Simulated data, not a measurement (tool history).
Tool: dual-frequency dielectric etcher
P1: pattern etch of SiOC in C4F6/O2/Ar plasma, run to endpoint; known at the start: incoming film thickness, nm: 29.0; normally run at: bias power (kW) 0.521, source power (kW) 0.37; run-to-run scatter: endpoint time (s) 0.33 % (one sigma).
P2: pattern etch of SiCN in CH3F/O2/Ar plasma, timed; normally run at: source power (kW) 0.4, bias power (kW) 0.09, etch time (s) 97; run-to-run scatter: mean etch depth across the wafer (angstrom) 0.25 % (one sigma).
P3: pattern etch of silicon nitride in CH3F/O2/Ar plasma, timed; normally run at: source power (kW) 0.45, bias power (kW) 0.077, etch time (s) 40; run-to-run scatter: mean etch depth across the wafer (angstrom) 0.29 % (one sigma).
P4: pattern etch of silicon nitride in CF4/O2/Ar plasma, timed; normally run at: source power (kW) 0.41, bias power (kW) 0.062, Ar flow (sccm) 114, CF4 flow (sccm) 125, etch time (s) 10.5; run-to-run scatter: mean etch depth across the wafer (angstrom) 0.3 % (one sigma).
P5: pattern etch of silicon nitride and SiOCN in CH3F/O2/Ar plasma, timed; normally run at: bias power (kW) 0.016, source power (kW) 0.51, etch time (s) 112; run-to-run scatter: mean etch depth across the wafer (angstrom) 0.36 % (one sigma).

run   hour  process that ran  bias power (kW)  source power (kW)  etch time (s)  Ar flow (sccm)  CF4 flow (sccm)  hours since the last wet clean  hours since the last bias power generator calibration  hours since the last source power generator calibration  endpoint time (s)  mean etch depth across the wafer (angstrom)
  1    9.1                P1            0.521               0.37                                                                           263.3                                                 2784.2                                                     2415             10.065
  2   19.1                P2             0.09                0.4             97                                                            273.3                                                 2794.2                                                     2425                                                          399.75
  3   27.5                P2             0.09               0.28             97                                                            281.7                                                 2802.6                                                   2433.4                                                          351.84
  4   40.7                P4            0.062               0.41              6             114              125                           294.9                                                 2815.8                                                   2446.6                                                          106.62
  5   56.3                P4            0.062               0.41           10.5             114              125                           310.5                                                 2831.4                                                   2462.2                                                          186.69
  6   65.6                P3            0.077               0.45           31.5                                                            319.8                                                 2840.7                                                   2471.5                                                             233
  7   82.2                P2             0.09                0.4             76                                                            336.4                                                 2857.3                                                   2488.1                                                          313.13
  8   97.8                P1            0.521               0.37                                                                             352                                                 2872.9                                                   2503.7              10.01
  9    114                P2             0.09                0.4             97                                                            368.2                                                 2889.1                                                   2519.9                                                          398.82
 10  124.9                P2            0.059                0.4             97                                                            379.1                                                   2900                                                   2530.8                                                          345.94
 11  136.9                P5            0.016               0.51          167.5                                                            391.1                                                   2912                                                   2542.8                                                          214.24
 12  149.9                P4            0.062               0.51           10.5             114              125                           404.1                                                   2925                                                   2555.8                                                          224.34
 13    158                P1            0.521               0.37                                                                           412.2                                                 2933.1                                                   2563.9             10.016
 14  168.1                P5            0.016               0.32            112                                                            422.3                                                 2943.2                                                     2574                                                          120.66
 15  177.8                P3            0.108               0.45             40                                                              432                                                 2952.9                                                   2583.7                                                          334.49
     178.5  -- bias power generator calibrated
 16  191.9                P4            0.062               0.41           10.5              68              125                           446.1                                                   13.4                                                   2597.8                                                          195.84
 17  207.4                P1            0.521               0.37                                                                           461.6                                                   28.9                                                   2613.3             10.066
 18  215.8                P4            0.062               0.41           10.5             114              125                             470                                                   37.3                                                   2621.7                                                          186.25
 19  224.6                P3            0.077                0.3             40                                                            478.8                                                   46.1                                                   2630.5                                                          253.13
 20  240.9                P1            0.521               0.25                                                                           495.1                                                   62.4                                                   2646.8              11.63
 21    251                P5            0.016               0.51            112                                                            505.2                                                   72.5                                                   2656.9                                                          143.98
 22  266.6                P1              0.7               0.37                                                                           520.8                                                   88.1                                                   2672.5              9.011
 23  277.4                P3            0.077               0.45             40                                                            531.6                                                   98.9                                                   2683.3                                                          296.16
 24  293.6                P1            0.706               0.43                                                                           547.8                                                  115.1                                                   2699.5              8.404
 25  304.9                P4            0.062               0.41           10.5             114              148                           559.1                                                  126.4                                                   2710.8                                                          189.56
 26  313.8                P1            0.521               0.37                                                                             568                                                  135.3                                                   2719.7             10.056
 27  324.9                P1            0.698               0.23                                                                           579.1                                                  146.4                                                   2730.8             10.683
 28  335.7                P3            0.077               0.45             40                                                            589.9                                                  157.2                                                   2741.6                                                          295.59
 29  351.5                P1            0.319               0.37                                                                           605.7                                                    173                                                   2757.4             12.052
 30  365.6                P4            0.042               0.41           10.5             114              125                           619.8                                                  187.1                                                   2771.5                                                          161.15
 31  377.3                P1            0.389               0.24                                                                           631.5                                                  198.8                                                   2783.2             13.108
 32    388                P1            0.521               0.49                                                                           642.2                                                  209.5                                                   2793.9              9.055
 33    398                P5             0.01               0.51            112                                                            652.2                                                  219.5                                                   2803.9                                                          119.44
 34    409                P1            0.521               0.37                                                                           663.2                                                  230.5                                                   2814.9             9.9912
 35  419.8                P1            0.521               0.37                                                                             674                                                  241.3                                                   2825.7             10.097
 36  429.6                P1            0.521               0.37                                                                           683.8                                                  251.1                                                   2835.5             10.077
 37  439.4                P1            0.521               0.37                                                                           693.6                                                  260.9                                                   2845.3             10.167
 38  449.3                P1            0.521               0.37                                                                           703.5                                                  270.8                                                   2855.2             10.152
     463.3  -- wet clean of the chamber
 39  464.7                P1            0.521               0.37                                                                             1.4                                                  286.2                                                   2870.6              10.22
 40  480.8                P1            0.521               0.37                                                                            17.5                                                  302.3                                                   2886.7             10.197
 41  497.8                P1            0.521               0.37                                                                            34.5                                                  319.3                                                   2903.7              10.17
 42  509.5                P1            0.521               0.37                                                                            46.2                                                    331                                                   2915.4             10.201
 43  522.7                P1            0.521               0.37                                                                            59.4                                                  344.2                                                   2928.6             10.169
 44  535.1                P1            0.521               0.37                                                                            71.8                                                  356.6                                                     2941             10.221
 45  552.7                P1            0.521               0.37                                                                            89.4                                                  374.2                                                   2958.6             10.136

What P1 gives has crept away from where it was. These 2 causes fit the log equally well, each at the size given:
A: bias power that arrives under what is set, % = 4.56
B: source power that arrives under what is set, % = 4.66
The creep began at about hour 409.
Why every other cause is out:
chamber walls in a state that lowers the etch rate, %: serviced at hour 463.3, which brought nothing back

4 check runs are offered, one wafer each, their results left as question marks. Which one tells the causes apart?
check 1  570.3                P3            0.092               0.45             40                                                                                                                                                                                                                                                ?
check 2  570.3                P4            0.062               0.41              7             114              125                                                                                                                                                                                                               ?
check 3  570.3                P5             0.01               0.36            112                                                                                                                                                                                                                                                ?
check 4  570.3                P2             0.06                0.4             97                                                                                                                                                                                                                                                ?

What each check would give under each cause:
  check                                       result    if A    if B
check 1  mean etch depth across the wafer (angstrom)  309.79  309.41
check 2  mean etch depth across the wafer (angstrom)  121.83  119.04
check 3  mean etch depth across the wafer (angstrom)  103.56  103.43
check 4  mean etch depth across the wafer (angstrom)  341.03  340.21
How far apart the two closest causes lie, in the result that separates them most: check 1 0.12 %; check 2 2.32 %; check 3 0.13 %; check 4 0.24 %
Check 2 tells the causes apart: in the others they would give nearly the same result.

Then check 2 was run and gave: mean etch depth across the wafer (angstrom) 118.74. Which cause is it?

It is B: source power that arrives under what is set, %.

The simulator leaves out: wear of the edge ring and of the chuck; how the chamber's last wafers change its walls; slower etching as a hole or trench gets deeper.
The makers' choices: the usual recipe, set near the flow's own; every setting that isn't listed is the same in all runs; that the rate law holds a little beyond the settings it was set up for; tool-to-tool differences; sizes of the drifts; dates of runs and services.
